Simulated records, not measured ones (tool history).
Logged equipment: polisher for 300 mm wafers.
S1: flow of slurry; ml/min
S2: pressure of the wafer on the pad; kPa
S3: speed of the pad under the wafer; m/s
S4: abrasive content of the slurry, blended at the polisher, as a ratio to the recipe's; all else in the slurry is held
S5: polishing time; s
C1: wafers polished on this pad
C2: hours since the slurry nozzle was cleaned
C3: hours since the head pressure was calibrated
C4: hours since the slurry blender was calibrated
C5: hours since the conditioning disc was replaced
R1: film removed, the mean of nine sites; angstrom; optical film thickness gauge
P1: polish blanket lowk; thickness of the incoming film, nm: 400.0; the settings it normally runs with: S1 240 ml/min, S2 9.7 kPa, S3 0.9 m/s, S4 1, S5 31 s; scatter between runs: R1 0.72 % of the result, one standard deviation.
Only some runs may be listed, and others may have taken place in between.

{"run": 1, "hour": 4.2, "S1": 240, "S2": 9.7, "S3": 0.9, "S4": 1, "S5": 31, "C1": 555, "C2": 308.1, "C3": 240.2, "C4": 342.2, "C5": 25, "R1": 89.761}
{"run": 2, "hour": 8.1, "S1": 240, "S2": 9.7, "S3": 0.9, "S4": 1, "S5": 31, "C1": 607, "C2": 312, "C3": 244.1, "C4": 346.1, "C5": 28.9, "R1": 88.93}
{"run": 3, "hour": 10.5, "S1": 150, "S2": 9.7, "S3": 0.9, "S4": 1, "S5": 31, "C1": 639, "C2": 314.4, "C3": 246.5, "C4": 348.5, "C5": 31.3, "R1": 83.688}
{"run": 4, "hour": 12.7, "S1": 240, "S2": 4.1, "S3": 0.9, "S4": 1, "S5": 31, "C1": 669, "C2": 316.6, "C3": 248.7, "C4": 350.7, "C5": 33.5, "R1": 37.881}
{"run": 5, "hour": 16.7, "S1": 240, "S2": 9.7, "S3": 0.9, "S4": 1, "S5": 31, "C1": 723, "C2": 320.6, "C3": 252.7, "C4": 354.7, "C5": 37.5, "R1": 88.745}
{"run": 6, "hour": 21.1, "S1": 240, "S2": 9.7, "S3": 0.9, "S4": 1.25, "S5": 31, "C1": 782, "C2": 325, "C3": 257.1, "C4": 359.1, "C5": 41.9, "R1": 98.086}
{"run": 7, "hour": 24.2, "S1": 240, "S2": 9.7, "S3": 0.9, "S4": 1, "S5": 15, "C1": 824, "C2": 328.1, "C3": 260.2, "C4": 362.2, "C5": 45, "R1": 43.591}
{"run": 8, "hour": 27.5, "S1": 240, "S2": 9.7, "S3": 0.9, "S4": 1, "S5": 31, "C1": 869, "C2": 331.4, "C3": 263.5, "C4": 365.5, "C5": 48.3, "R1": 89.534}
{"run": 9, "hour": 29.6, "S1": 240, "S2": 9.7, "S3": 0.4, "S4": 1.3, "S5": 31, "C1": 897, "C2": 333.5, "C3": 265.6, "C4": 367.6, "C5": 50.4, "R1": 52.454}
{"hour": 30.7, "done": "worn pad replaced by a new one"}
{"run": 10, "hour": 31.5, "S1": 240, "S2": 9.7, "S3": 0.42, "S4": 1, "S5": 31, "C1": 11, "C2": 335.4, "C3": 267.5, "C4": 369.5, "C5": 52.3, "R1": 48.671}
{"run": 11, "hour": 35.4, "S1": 240, "S2": 9.7, "S3": 0.9, "S4": 0.55, "S5": 31, "C1": 64, "C2": 339.3, "C3": 271.4, "C4": 373.4, "C5": 56.2, "R1": 66.268}
{"run": 12, "hour": 38.5, "S1": 240, "S2": 15.2, "S3": 0.9, "S4": 1, "S5": 31, "C1": 106, "C2": 342.4, "C3": 274.5, "C4": 376.5, "C5": 59.3, "R1": 141.09}
{"run": 13, "hour": 42.8, "S1": 240, "S2": 9.7, "S3": 1.32, "S4": 1, "S5": 31, "C1": 164, "C2": 346.7, "C3": 278.8, "C4": 380.8, "C5": 63.6, "R1": 122.77}
{"run": 14, "hour": 45.7, "S1": 170, "S2": 9.7, "S3": 0.9, "S4": 1, "S5": 41, "C1": 203, "C2": 349.6, "C3": 281.7, "C4": 383.7, "C5": 66.5, "R1": 111.85}
{"hour": 46.4, "done": "slurry blender recalibrated"}
{"run": 15, "hour": 50.0, "S1": 240, "S2": 9.7, "S3": 0.9, "S4": 1, "S5": 31, "C1": 261, "C2": 353.9, "C3": 286, "C4": 3.7, "C5": 70.8, "R1": 90.446}
{"run": 16, "hour": 53.2, "S1": 315, "S2": 9.7, "S3": 0.9, "S4": 1, "S5": 31, "C1": 304, "C2": 357.1, "C3": 289.2, "C4": 6.9, "C5": 74, "R1": 91.938}
{"run": 17, "hour": 57.5, "S1": 240, "S2": 12.4, "S3": 0.68, "S4": 1, "S5": 31, "C1": 362, "C2": 361.4, "C3": 293.5, "C4": 11.2, "C5": 78.3, "R1": 92.218}
{"run": 18, "hour": 61.2, "S1": 240, "S2": 9.7, "S3": 0.9, "S4": 1, "S5": 49, "C1": 412, "C2": 365.1, "C3": 297.2, "C4": 14.9, "C5": 82, "R1": 141.93}
{"run": 19, "hour": 65.6, "S1": 240, "S2": 9.7, "S3": 0.9, "S4": 1, "S5": 31, "C1": 471, "C2": 369.5, "C3": 301.6, "C4": 19.3, "C5": 86.4, "R1": 89.425}
{"run": 20, "hour": 67.6, "S1": 240, "S2": 9.7, "S3": 0.9, "S4": 1, "S5": 31, "C1": 498, "C2": 371.5, "C3": 303.6, "C4": 21.3, "C5": 88.4, "R1": 87.8}
{"run": 21, "hour": 71.2, "S1": 240, "S2": 9.7, "S3": 0.9, "S4": 1, "S5": 31, "C1": 546, "C2": 375.1, "C3": 307.2, "C4": 24.9, "C5": 92, "R1": 86.694}
{"run": 22, "hour": 73.7, "S1": 240, "S2": 9.7, "S3": 0.9, "S4": 1, "S5": 31, "C1": 580, "C2": 377.6, "C3": 309.7, "C4": 27.4, "C5": 94.5, "R1": 85.811}
{"run": 23, "hour": 76.8, "S1": 240, "S2": 9.7, "S3": 0.9, "S4": 1, "S5": 31, "C1": 622, "C2": 380.7, "C3": 312.8, "C4": 30.5, "C5": 97.6, "R1": 85.541}
{"run": 24, "hour": 81.1, "S1": 240, "S2": 9.7, "S3": 0.9, "S4": 1, "S5": 31, "C1": 680, "C2": 385, "C3": 317.1, "C4": 34.8, "C5": 101.9, "R1": 83.618}
{"hour": 82.2, "done": "worn pad replaced by a new one"}
{"hour": 84.0, "done": "slurry nozzle cleaned"}
{"run": 25, "hour": 84.4, "S1": 240, "S2": 9.7, "S3": 0.9, "S4": 1, "S5": 31, "C1": 30, "C2": 0.5, "C3": 320.4, "C4": 38.1, "C5": 105.2, "R1": 83.224}
{"run": 26, "hour": 87.1, "S1": 240, "S2": 9.7, "S3": 0.9, "S4": 1, "S5": 31, "C1": 66, "C2": 3.2, "C3": 323.1, "C4": 40.8, "C5": 107.9, "R1": 83.616}
{"hour": 90.8, "done": "conditioning disc replaced and pad reconditioned"}
{"run": 27, "hour": 91.2, "S1": 240, "S2": 9.7, "S3": 0.9, "S4": 1, "S5": 31, "C1": 122, "C2": 7.3, "C3": 327.2, "C4": 44.9, "C5": 0.4, "R1": 82.772}
{"run": 28, "hour": 95.4, "S1": 240, "S2": 9.7, "S3": 0.9, "S4": 1, "S5": 31, "C1": 178, "C2": 11.5, "C3": 331.4, "C4": 49.1, "C5": 4.6, "R1": 83.071}
{"run": 29, "hour": 98.7, "S1": 240, "S2": 9.7, "S3": 0.9, "S4": 1, "S5": 31, "C1": 223, "C2": 14.8, "C3": 334.7, "C4": 52.4, "C5": 7.9, "R1": 82.52}
{"run": 30, "hour": 101.3, "S1": 240, "S2": 9.7, "S3": 0.9, "S4": 1, "S5": 31, "C1": 258, "C2": 17.4, "C3": 337.3, "C4": 55, "C5": 10.5, "R1": 82.84}

What P1 gives has crept away from where it was. These 2 causes fit the log equally well, each at the size given:
A: head's pressure below its setpoint, % = 7.46
B: abrasive missing from the slurry, % = 15.1
Onset of the creep was near hour 65.6.
Other possible causes, and why each is ruled out:
removal rate lost through wear of the pad, %: its service at hour 82.2 followed the start of the drift and did not put the process back to its old value
slurry flow missing at the pad, %: its service at hour 84 followed the start of the drift and did not put the process back to its old value
time polished since the conditioner stopped cutting, s: its service at hour 90.8 followed the start of the drift and did not put the process back to its old value

Which of the check runs below tells the causes apart, meaning the causes would give it clearly different results? Each run uses 5 wafers whose results are averaged, and each result is shown as a question mark.
{"run": "check 1", "hour": 103.9, "S1": 240, "S2": 5.5, "S3": 0.9, "S4": 1, "S5": 25, "R1": "?"}
{"run": "check 2", "hour": 103.9, "S1": 240, "S2": 4.1, "S3": 1.26, "S4": 1, "S5": 31, "R1": "?"}
{"run": "check 3", "hour": 103.9, "S1": 240, "S2": 9.7, "S3": 0.56, "S4": 1, "S5": 31, "R1": "?"}
{"run": "check 4", "hour": 103.9, "S1": 165, "S2": 9.7, "S3": 0.9, "S4": 0.55, "S5": 31, "R1": "?"}

How each check would come out, cause by cause:
check=check_1 result=R1 if_A=38.182 if_B=38.174
check=check_2 result=R1 if_A=46.478 if_B=46.468
check=check_3 result=R1 if_A=56.686 if_B=56.674
check=check_4 result=R1 if_A=57.463 if_B=56.087
Per-check spread between the two closest causes, in the result where they differ most: check 1 0.02 %; check 2 0.02 %; check 3 0.02 %; check 4 2.43 %
Only check 4 tells the causes apart: in the others they would give nearly the same result.

Running check 4 produced the following: R1 57.795 angstrom. Which one of the listed causes fits?

It was cause A: head's pressure below its setpoint, %.
